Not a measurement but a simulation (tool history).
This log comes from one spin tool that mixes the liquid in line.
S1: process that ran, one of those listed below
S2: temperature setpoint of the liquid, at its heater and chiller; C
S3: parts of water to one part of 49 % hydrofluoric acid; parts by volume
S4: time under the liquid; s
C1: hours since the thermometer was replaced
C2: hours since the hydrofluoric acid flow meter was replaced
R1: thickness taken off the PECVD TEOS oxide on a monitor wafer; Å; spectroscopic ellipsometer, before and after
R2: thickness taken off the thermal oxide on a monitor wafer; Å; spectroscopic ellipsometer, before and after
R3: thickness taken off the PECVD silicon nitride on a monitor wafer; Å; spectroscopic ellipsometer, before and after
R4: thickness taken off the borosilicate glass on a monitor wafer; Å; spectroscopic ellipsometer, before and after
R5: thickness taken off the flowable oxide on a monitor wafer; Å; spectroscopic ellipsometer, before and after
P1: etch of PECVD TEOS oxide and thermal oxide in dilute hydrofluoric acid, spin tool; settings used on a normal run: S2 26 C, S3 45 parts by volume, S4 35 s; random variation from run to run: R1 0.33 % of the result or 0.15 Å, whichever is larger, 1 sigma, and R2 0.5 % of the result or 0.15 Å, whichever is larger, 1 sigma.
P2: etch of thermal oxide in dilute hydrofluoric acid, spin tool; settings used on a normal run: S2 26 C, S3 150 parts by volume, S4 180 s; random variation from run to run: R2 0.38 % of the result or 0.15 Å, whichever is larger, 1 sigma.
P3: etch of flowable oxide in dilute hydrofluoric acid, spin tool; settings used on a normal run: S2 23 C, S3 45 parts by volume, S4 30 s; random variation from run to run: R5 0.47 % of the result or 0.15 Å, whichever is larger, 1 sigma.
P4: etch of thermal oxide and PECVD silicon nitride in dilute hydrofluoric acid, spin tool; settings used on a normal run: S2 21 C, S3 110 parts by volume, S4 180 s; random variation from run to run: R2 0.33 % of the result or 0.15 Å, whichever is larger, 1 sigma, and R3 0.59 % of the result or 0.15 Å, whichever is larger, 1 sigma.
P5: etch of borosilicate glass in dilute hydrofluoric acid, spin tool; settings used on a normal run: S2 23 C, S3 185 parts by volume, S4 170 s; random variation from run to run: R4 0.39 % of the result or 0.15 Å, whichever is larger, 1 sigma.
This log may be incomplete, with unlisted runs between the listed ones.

run     day  S1    S2   S3   S4     C1      C2      R1      R2      R3      R4      R5
  1   0.671  P1    26   45   35  329.9   839.5   112.3  41.468
  2   1.438  P4    21  110  180  348.3   857.9          64.467  40.024
  3   2.192  P2    21  150  180  366.4     876          46.088
  4   2.729  P5  17.5  185  170  379.3   888.9                           151.1
  5   3.388  P1    26   45   35  395.1   904.7  112.56  40.828
  6   3.733  P3    23   45   15  403.4     913                                  118.66
  7   4.525  P4    21  110   95  422.4     932          34.089  21.191
  8   4.958  P1    26   60   35  432.8   942.4  82.516  30.359
  9   5.608  P1    26   45   35  448.4     958  112.39  41.264
 10    6.25  P1    26   45   15  463.8   973.4  48.126  17.883
 11   6.879  P2    26  150  180  478.9   988.5          55.742
 12   7.442  P2    26  150  100  492.4    1002           31.22
 13   8.083  P3  30.5   45   30  507.8  1017.4                                  322.67
 14   8.854  P2    26   35  180  526.3  1035.9          278.48
 15    9.35  P1    26   20   15  538.2  1047.8  111.91  41.493
 16   9.854  P1    22   45   35  550.3  1059.9  95.004  34.963
 17  10.204  P1    26   30   35  558.7  1068.3   171.5  63.506
 18  10.933  P1    26   45   35  576.2  1085.8  112.32  41.355
 19   11.35  P5    23   45  170  586.2  1095.8                          901.09
 20  11.892  P4    21  180  180  599.2  1108.8          37.264  24.928
 21  12.554  P1    26   45   35  615.1  1124.7   112.7  41.055
 22  12.929  P3    23   80   30  624.1  1133.7                                  127.59
 23  13.704  P3    23   45   30  642.7  1152.3                                  238.09
 24  14.346  P5    23  185  250  658.1  1167.7                          274.53
 25  14.912  P5    23  185  170  671.7  1181.3                          188.42
 26  15.425  P4    21  110  180    684  1193.6            64.8  40.139
 27  16.142  P2    26  150  180  701.2  1210.8          55.784
 28   16.65  P1    34   45   35  713.4    1223  154.12  57.305
 29  17.125  P1    26   45   60  724.8  1234.4  192.43  70.874
 30  17.788  P1    26   45   35  740.7  1250.3  112.04  41.195
 31  18.567  P4    17  110  180  759.4    1269          55.177  30.892
 32  19.179  P1    26   45   35  774.1  1283.7  112.69  40.972
 33  19.638  P1    26   45   35  785.1  1294.7  107.74  39.807
 34  20.125  P1    26   45   35  796.8  1306.4  106.31  39.201
 35   20.85  P1    26   45   35  814.2  1323.8  103.89  38.153
 36  21.196  P1    26   45   35  822.5  1332.1  103.11  38.135
 37  21.838  P1    26   45   35  837.9  1347.5  103.63  38.131
 38    22.2  P1    26   45   35  846.6  1356.2  102.32  38.441
 39  22.542  P1    26   45   35  854.8  1364.4  102.47  37.791
 40  23.267  P1    26   45   35  872.2  1381.8  101.81  37.896

Compared with where it was, what P1 gives has crept away. Each cause listed below fits the log as well as the rest, at the size given for it:
A: hydrofluoric acid flow below the setpoint (%) = 8.4
B: liquid colder than its thermometer reads (K) = 2.28
Onset of the creep was near day 19.179.

The check runs listed below each take one wafer, and their results are still question marks. Under which run would the listed causes lead to clearly different results?
check 1  23.992  P2  22.5   40  180               ?
check 2  23.992  P3    27   75   30                           ?
check 3  23.992  P4    21  180  180               ?   ?
check 4  23.992  P5    23   65  240                       ?

What each check would give under each cause:
  check  result    if A    if B
check 1      R2  190.74  189.97
check 2      R5  146.21  147.18
check 3      R2  33.117  33.628
check 3      R3   22.87  21.427
check 4      R4  787.13  787.81
Distance between the nearest two causes, measured in the result of the check that separates them most: check 1 0.4 %; check 2 0.66 %; check 3 6.52 %; check 4 0.09 %
The other checks would show nearly matching results whichever cause is true, so check 3 is the only one that separates the causes.

Check 3 was carried out, with these results: R2 32.977 Å; R3 23.073 Å. Which of the listed causes is responsible?

The correct cause is A, namely: hydrofluoric acid flow below the setpoint (%).
